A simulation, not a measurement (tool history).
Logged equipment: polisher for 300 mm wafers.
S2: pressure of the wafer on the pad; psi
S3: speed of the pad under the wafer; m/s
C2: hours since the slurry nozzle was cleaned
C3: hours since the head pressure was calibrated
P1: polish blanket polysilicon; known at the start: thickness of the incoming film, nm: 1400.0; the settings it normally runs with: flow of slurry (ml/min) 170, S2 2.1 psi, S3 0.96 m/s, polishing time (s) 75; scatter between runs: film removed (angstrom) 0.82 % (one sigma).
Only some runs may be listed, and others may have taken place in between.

Run 1, hour 12.9: flow of slurry (ml/min) 170, S2 2.1 psi, S3 0.96 m/s, polishing time (s) 75; wafers polished on this pad 458; C2 355.9; C3 230.4. Result: film removed (angstrom) 5190.1.
Run 2, hour 23.1: flow of slurry (ml/min) 225, S2 2.1 psi, S3 0.96 m/s, polishing time (s) 75; wafers polished on this pad 561; C2 366.1; C3 240.6. Result: film removed (angstrom) 5348.7.
Run 3, hour 35.6: flow of slurry (ml/min) 170, S2 2.1 psi, S3 0.96 m/s, polishing time (s) 41; wafers polished on this pad 686; C2 378.6; C3 253.1. Result: film removed (angstrom) 2838.3.
Run 4, hour 43.7: flow of slurry (ml/min) 170, S2 3.3 psi, S3 0.96 m/s, polishing time (s) 75; wafers polished on this pad 767; C2 386.7; C3 261.2. Result: film removed (angstrom) 8074.7.
Run 5, hour 55.5: flow of slurry (ml/min) 170, S2 1.2 psi, S3 0.96 m/s, polishing time (s) 75; wafers polished on this pad 885; C2 398.5; C3 273. Result: film removed (angstrom) 2927.2.
Run 6, hour 62.3: flow of slurry (ml/min) 100, S2 2.1 psi, S3 0.96 m/s, polishing time (s) 75; wafers polished on this pad 953; C2 405.3; C3 279.8. Result: film removed (angstrom) 4674.5.
Run 7, hour 75.8: flow of slurry (ml/min) 170, S2 2.1 psi, S3 0.44 m/s, polishing time (s) 75; wafers polished on this pad 1089; C2 418.8; C3 293.3. Result: film removed (angstrom) 2364.4.
Run 8, hour 83.1: flow of slurry (ml/min) 170, S2 2.1 psi, S3 0.96 m/s, polishing time (s) 75; wafers polished on this pad 1162; C2 426.1; C3 300.6. Result: film removed (angstrom) 5131.6.
At hour 87.8: worn pad replaced by a new one.
Run 9, hour 94.4: flow of slurry (ml/min) 170, S2 2.1 psi, S3 0.96 m/s, polishing time (s) 75; wafers polished on this pad 66; C2 437.4; C3 311.9. Result: film removed (angstrom) 5217.4.
Run 10, hour 107.7: flow of slurry (ml/min) 170, S2 2.1 psi, S3 0.96 m/s, polishing time (s) 115; wafers polished on this pad 200; C2 450.7; C3 325.2. Result: film removed (angstrom) 8037.9.
Run 11, hour 120.3: flow of slurry (ml/min) 220, S2 2.9 psi, S3 0.96 m/s, polishing time (s) 75; wafers polished on this pad 326; C2 463.3; C3 337.8. Result: film removed (angstrom) 7460.7.
Run 12, hour 134.4: flow of slurry (ml/min) 170, S2 2.1 psi, S3 1.42 m/s, polishing time (s) 75; wafers polished on this pad 467; C2 477.4; C3 351.9. Result: film removed (angstrom) 7710.5.
Run 13, hour 142.2: flow of slurry (ml/min) 170, S2 2.1 psi, S3 0.96 m/s, polishing time (s) 75; wafers polished on this pad 545; C2 485.2; C3 359.7. Result: film removed (angstrom) 5135.1.
Run 14, hour 153.1: flow of slurry (ml/min) 170, S2 2.1 psi, S3 0.96 m/s, polishing time (s) 75; wafers polished on this pad 655; C2 496.1; C3 370.6. Result: film removed (angstrom) 5119.2.
Run 15, hour 166.1: flow of slurry (ml/min) 170, S2 2.1 psi, S3 0.96 m/s, polishing time (s) 75; wafers polished on this pad 785; C2 509.1; C3 383.6. Result: film removed (angstrom) 5133.8.

Run 16 is up next; what results do you expect?
Run 16, hour 175.1: flow of slurry (ml/min) 170, S2 2.1 psi, S3 0.96 m/s, polishing time (s) 75; wafers polished on this pad 875; C2 518.1; C3 392.6. Result: film removed (angstrom) ?.

Run 16 gave film removed (angstrom) 5092.9.
